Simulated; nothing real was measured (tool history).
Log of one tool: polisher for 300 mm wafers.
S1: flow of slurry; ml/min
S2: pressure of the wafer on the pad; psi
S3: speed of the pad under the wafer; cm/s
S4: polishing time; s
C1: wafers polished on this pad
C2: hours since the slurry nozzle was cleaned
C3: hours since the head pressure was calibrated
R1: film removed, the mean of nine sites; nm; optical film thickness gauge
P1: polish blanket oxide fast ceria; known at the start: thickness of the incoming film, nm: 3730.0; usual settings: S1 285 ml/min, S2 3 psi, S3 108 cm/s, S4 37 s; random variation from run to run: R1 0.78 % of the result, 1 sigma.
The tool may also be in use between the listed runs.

run	hour	S1	S2	S3	S4	C1	C2	C3	R1
1	10.2	285	3	108	37	370	66.3	610.5	713.82
2	15.9	285	3	108	20	409	72	616.2	384.44
# hour 19.1: worn pad replaced by a new one
3	26.2	285	3	108	37	49	82.3	626.5	709.64
4	31.7	285	3	108	37	87	87.8	632	707.2
5	40	285	3	108	37	144	96.1	640.3	713.49
6	50	370	3	108	37	213	106.1	650.3	736.39
7	56.4	285	3.8	108	37	258	112.5	656.7	896.53
8	65.4	285	3	108	37	320	121.5	665.7	717.24
9	74.3	285	1.7	108	37	382	130.4	674.6	408.2
10	79.6	170	3	108	37	418	135.7	679.9	662.51
11	89	285	3	108	57	483	145.1	689.3	1110.4
12	94	285	3	108	37	518	150.1	694.3	717.61

Forecast run 13:
# hour 95.4: slurry nozzle cleaned
13	100.3	285	3	50	37	561	5	700.6	?

Run 13 gave R1 328.85 nm.
